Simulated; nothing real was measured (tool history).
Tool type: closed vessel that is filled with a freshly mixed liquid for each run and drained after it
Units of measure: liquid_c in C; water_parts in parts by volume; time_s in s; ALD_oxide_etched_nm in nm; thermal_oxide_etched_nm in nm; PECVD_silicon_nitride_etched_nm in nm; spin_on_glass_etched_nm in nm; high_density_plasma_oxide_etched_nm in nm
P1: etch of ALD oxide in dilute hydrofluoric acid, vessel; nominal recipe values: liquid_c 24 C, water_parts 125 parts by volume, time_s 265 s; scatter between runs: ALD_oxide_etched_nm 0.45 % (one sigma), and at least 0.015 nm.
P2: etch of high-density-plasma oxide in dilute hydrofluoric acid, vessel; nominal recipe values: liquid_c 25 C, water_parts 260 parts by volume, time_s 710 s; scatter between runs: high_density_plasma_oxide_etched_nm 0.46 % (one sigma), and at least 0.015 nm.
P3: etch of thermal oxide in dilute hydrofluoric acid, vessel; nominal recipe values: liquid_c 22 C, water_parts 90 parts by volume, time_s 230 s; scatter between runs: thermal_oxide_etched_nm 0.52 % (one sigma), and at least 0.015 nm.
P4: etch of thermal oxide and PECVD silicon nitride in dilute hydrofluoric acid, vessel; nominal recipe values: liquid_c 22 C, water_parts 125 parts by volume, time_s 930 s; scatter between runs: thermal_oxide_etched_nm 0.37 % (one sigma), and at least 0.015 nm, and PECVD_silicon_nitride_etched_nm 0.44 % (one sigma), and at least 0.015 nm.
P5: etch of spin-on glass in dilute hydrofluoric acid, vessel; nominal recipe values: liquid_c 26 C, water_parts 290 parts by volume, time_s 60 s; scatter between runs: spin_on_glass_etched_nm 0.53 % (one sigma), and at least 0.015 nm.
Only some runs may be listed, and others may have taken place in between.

run,hour,process,liquid_c,water_parts,time_s,hours since the thermometer was replaced,hours since the hydrofluoric acid flow meter was replaced,ALD_oxide_etched_nm,thermal_oxide_etched_nm,PECVD_silicon_nitride_etched_nm,spin_on_glass_etched_nm,high_density_plasma_oxide_etched_nm
1,3.2,P1,24,125,265,619.3,1068.4,24.818,,,,
2,5.6,P1,31,125,100,621.7,1070.8,12.225,,,,
3,7.7,P3,22,90,230,623.8,1072.9,,10.716,,,
4,10.2,P1,24,125,395,626.3,1075.4,36.695,,,,
5,13.1,P4,22,125,1555,629.2,1078.3,,53.388,32.467,,
6,17.1,P3,29,90,230,633.2,1082.3,,14.219,,,
7,21.4,P1,24,125,265,637.5,1086.6,24.958,,,,
8,24.4,P1,24,125,265,640.5,1089.6,25.034,,,,
9,26.9,P1,17,125,265,643,1092.1,18.865,,,,
10,30.5,P1,24,125,265,646.6,1095.7,24.999,,,,
11,34.6,P5,26,290,110,650.7,1099.8,,,,15.6,
12,37.3,P2,25,260,710,653.4,1102.5,,,,,16.4
13,40.9,P5,22,290,60,657,1106.1,,,,7.3719,
14,45.5,P4,22,125,930,661.6,1110.7,,32.039,19.498,,
15,49.7,P3,22,25,230,665.8,1114.9,,41.834,,,
16,53.7,P4,22,55,930,669.8,1118.9,,78.831,43.87,,
17,57.4,P1,24,55,265,673.5,1122.6,61.651,,,,
# hour 59.9: thermometer replaced
18,60.6,P5,26,120,60,0.8,1125.8,,,,25.068,
19,63.9,P1,29.5,125,265,4.1,1129.1,30.455,,,,
20,66.1,P2,25,400,710,6.3,1131.3,,,,,9.3174
21,69.2,P4,27.5,125,930,9.4,1134.4,,39.73,28.099,,
22,73.1,P1,24,125,265,13.3,1138.3,25.208,,,,
23,75.6,P2,17,260,710,15.8,1140.8,,,,,12.205
24,79.3,P5,26,290,60,19.5,1144.5,,,,8.5064,
25,81.4,P3,22,90,455,21.6,1146.6,,21.147,,,
26,86.2,P2,25,260,135,26.4,1151.4,,,,,3.1249
27,88.7,P1,24,215,265,28.9,1153.9,13.065,,,,
28,93.2,P1,24,125,35,33.4,1158.4,3.2604,,,,
29,95.6,P4,22,125,930,35.8,1160.8,,31.89,19.489,,
30,99.8,P1,24,125,265,40,1165,24.872,,,,
31,102.6,P1,24,125,265,42.8,1167.8,24.722,,,,
32,106.1,P1,24,125,265,46.3,1171.3,24.259,,,,
33,109.3,P1,24,125,265,49.5,1174.5,23.927,,,,
34,113.1,P1,24,125,265,53.3,1178.3,23.831,,,,
35,117.4,P1,24,125,265,57.6,1182.6,23.768,,,,
36,119.9,P1,24,125,265,60.1,1185.1,23.543,,,,
37,123.9,P1,24,125,265,64.1,1189.1,23.707,,,,
38,126.1,P1,24,125,265,66.3,1191.3,23.376,,,,
39,129.7,P1,24,125,265,69.9,1194.9,23.43,,,,
40,132.3,P1,24,125,265,72.5,1197.5,23.357,,,,
41,136.8,P1,24,125,265,77,1202,23.651,,,,

The output of P1 has drifted from where it used to be. Each of the 2 causes below, taken at the size shown beside it, accounts for the log equally well:
A: hydrofluoric acid flow below the setpoint (%) = 4.95
B: liquid colder than its thermometer reads (K) = 1.5
Onset of the creep was near hour 99.8.

Which of the 4 check runs listed below separates the causes, so that each cause would produce a clearly different result? Each run uses one wafer, and its results are marked with question marks.
check 1,141.3,P5,26,145,90,,,,,,?,
check 2,141.3,P3,28.5,90,445,,,,?,,,
check 3,141.3,P4,27.5,125,1420,,,,?,?,,
check 4,141.3,P2,20.5,260,180,,,,,,,?

Predicted outcomes, by check and by cause:
check,result,if A,if B
check 1,spin_on_glass_etched_nm,28.144,28.228
check 2,thermal_oxide_etched_nm,25.254,25.238
check 3,thermal_oxide_etched_nm,57.131,57.26
check 3,PECVD_silicon_nitride_etched_nm,40.42,38.653
check 4,high_density_plasma_oxide_etched_nm,3.3271,3.3512
Per-check spread between the two closest causes, in the result where they differ most: check 1 0.3 %; check 2 0.06 %; check 3 4.47 %; check 4 0.72 %
Only check 3 tells the causes apart: in the others they would give nearly the same result.

Check 3 was carried out, with these results: thermal_oxide_etched_nm 57.654 nm; PECVD_silicon_nitride_etched_nm 38.323 nm. Which of the listed causes is responsible?

The correct cause is B, namely: liquid colder than its thermometer reads (K).
